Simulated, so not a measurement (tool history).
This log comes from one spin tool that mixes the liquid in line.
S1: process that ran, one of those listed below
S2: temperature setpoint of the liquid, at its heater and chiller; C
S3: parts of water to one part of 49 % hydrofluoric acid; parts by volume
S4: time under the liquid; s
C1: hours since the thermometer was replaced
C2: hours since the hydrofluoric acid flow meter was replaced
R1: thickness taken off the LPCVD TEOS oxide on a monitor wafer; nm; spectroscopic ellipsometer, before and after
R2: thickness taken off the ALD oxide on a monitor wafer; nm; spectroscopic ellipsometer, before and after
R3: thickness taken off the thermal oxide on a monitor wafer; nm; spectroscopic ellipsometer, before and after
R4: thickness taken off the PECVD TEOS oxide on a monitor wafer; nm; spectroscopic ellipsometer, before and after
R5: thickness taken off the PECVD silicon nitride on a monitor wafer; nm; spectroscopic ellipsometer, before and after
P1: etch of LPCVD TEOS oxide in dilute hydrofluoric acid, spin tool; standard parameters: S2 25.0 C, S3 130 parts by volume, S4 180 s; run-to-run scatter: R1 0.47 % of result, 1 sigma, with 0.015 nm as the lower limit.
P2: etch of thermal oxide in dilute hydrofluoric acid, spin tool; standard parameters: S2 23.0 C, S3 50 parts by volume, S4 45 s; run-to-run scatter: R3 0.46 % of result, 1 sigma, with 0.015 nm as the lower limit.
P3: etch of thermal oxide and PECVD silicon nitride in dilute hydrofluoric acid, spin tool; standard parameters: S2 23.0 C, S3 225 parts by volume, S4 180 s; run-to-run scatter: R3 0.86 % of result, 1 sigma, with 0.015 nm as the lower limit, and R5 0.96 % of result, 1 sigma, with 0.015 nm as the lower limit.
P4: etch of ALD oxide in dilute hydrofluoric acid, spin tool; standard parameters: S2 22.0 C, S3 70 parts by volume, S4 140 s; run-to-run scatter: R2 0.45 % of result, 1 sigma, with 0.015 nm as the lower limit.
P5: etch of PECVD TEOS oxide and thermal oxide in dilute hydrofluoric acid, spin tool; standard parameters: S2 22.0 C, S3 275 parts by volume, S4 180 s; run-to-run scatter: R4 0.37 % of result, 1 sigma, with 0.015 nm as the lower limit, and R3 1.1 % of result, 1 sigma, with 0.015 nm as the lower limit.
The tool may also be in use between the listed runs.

run   hour  S1    S2   S3   S4     C1      C2      R1      R2       R3       R4       R5
  1   13.0  P1  25.0  130  180  442.6   756.5  28.737
  2   28.5  P4  22.0  125  140  458.1   772.0          16.978
  3   42.5  P1  25.0  130  180  472.1   786.0  28.474
  4   58.2  P1  25.0  130  180  487.8   801.7  28.434
  5   66.5  P1  18.5  130  180  496.1   810.0  22.156
  6   81.1  P1  25.0  130  180  510.7   824.6  28.663
  7   95.2  P1  25.0   70  180  524.8   838.7  57.509
  8  105.9  P2  23.0   50   45  535.5   849.4                  4.75090
  9  117.3  P5  17.0  275  180  546.9   860.8                  1.96850   5.9858
 10  132.8  P4  22.0   70  140  562.4   876.3          32.684
 11  144.7  P5  22.0  275   60  574.3   888.2                  0.81471   2.3733
 12  153.4  P1  25.0  180  180  583.0   896.9  19.447
 13  165.2  P3  23.0  365  180  594.8   908.7                  1.71870           1.60490
 14  178.9  P1  30.5  130  310  608.5   922.4  60.329
 15  190.9  P3  28.5  225  180  620.5   934.4                  3.81510           3.73180
 16  202.5  P1  25.0  130  180  632.1   946.0  28.485
 17  217.3  P2  23.0   50   15  646.9   960.8                  1.58240
 18  228.2  P4  22.0   70  140  657.8   971.7          32.648
 19  238.9  P1  25.0  130   80  668.5   982.4  12.678
 20  254.7  P3  23.0  225   15  684.3   998.2                  0.25366           0.23328
 21  267.9  P1  31.5  130  180  697.5  1011.4  36.536
 22  283.1  P5  22.0  275  180  712.7  1026.6                  2.36080   7.1468
 23  295.5  P1  25.0  130  330  725.1  1039.0  52.506
 24  303.0  P4  26.0   70  140  732.6  1046.5          38.212
 25  312.5  P2  23.0   90   45  742.1  1056.0                  2.47920
 26  323.2  P2  17.0   50   45  752.8  1066.7                  3.66210
 27  338.2  P5  22.0  275  180  767.8  1081.7                  2.41190   7.2146
 28  355.3  P4  22.0   70  200  784.9  1098.8          46.093
 29  371.9  P5  22.0  125  180  801.5  1115.4                  6.08570  18.5030
 30  388.5  P3  23.0  225  180  818.1  1132.0                  3.14600           2.62220
 31  401.9  P1  25.0  130  180  831.5  1145.4  28.567
 32  418.3  P1  25.0  130  180  847.9  1161.8  28.495
 33  431.2  P1  25.0  130  180  860.8  1174.7  27.961
 34  445.0  P1  25.0  130  180  874.6  1188.5  27.480
 35  453.2  P1  25.0  130  180  882.8  1196.7  27.254
 36  464.8  P1  25.0  130  180  894.4  1208.3  27.158
 37  479.1  P1  25.0  130  180  908.7  1222.6  27.130
 38  489.7  P1  25.0  130  180  919.3  1233.2  26.892
 39  505.2  P1  25.0  130  180  934.8  1248.7  26.896
 40  513.7  P1  25.0  130  180  943.3  1257.2  26.993

Compared with where it was, what P1 gives has crept away. Each cause listed below fits the log as well as the rest, at the size given for it:
A: liquid colder than its thermometer reads (K) = 1.52
B: hydrofluoric acid flow below the setpoint (%) = 4.91
The onset of the drift is placed at about hour 418.3.

You are offered 4 check runs, listed below with question marks in place of their results; each one averages 5 wafers. Which run separates the listed causes by giving clearly different results for each?
check 1  522.2  P4  22.0  115  140               ?
check 2  522.2  P3  23.0  225  110                   ?       ?
check 3  522.2  P5  17.0  275   65                   ?   ?
check 4  522.2  P2  23.0   90   45                   ?

What each check would give under each cause:
  check  result     if A     if B
check 1      R2   17.693   17.764
check 2      R3  1.82620  1.81570
check 2      R5  1.46270  1.53340
check 3      R3  0.67387  0.67148
check 3      R4   2.0297   2.0225
check 4      R3  2.34400  2.35720
Distance between the nearest two causes, measured in the result of the check that separates them most: check 1 0.4 %; check 2 4.72 %; check 3 0.36 %; check 4 0.56 %
Check 2 tells the causes apart: in the others they would give nearly the same result.

After running check 2, the following was obtained: R3 1.81200 nm; R5 1.54170 nm. Which cause does this point to?

The cause is B: hydrofluoric acid flow below the setpoint (%).

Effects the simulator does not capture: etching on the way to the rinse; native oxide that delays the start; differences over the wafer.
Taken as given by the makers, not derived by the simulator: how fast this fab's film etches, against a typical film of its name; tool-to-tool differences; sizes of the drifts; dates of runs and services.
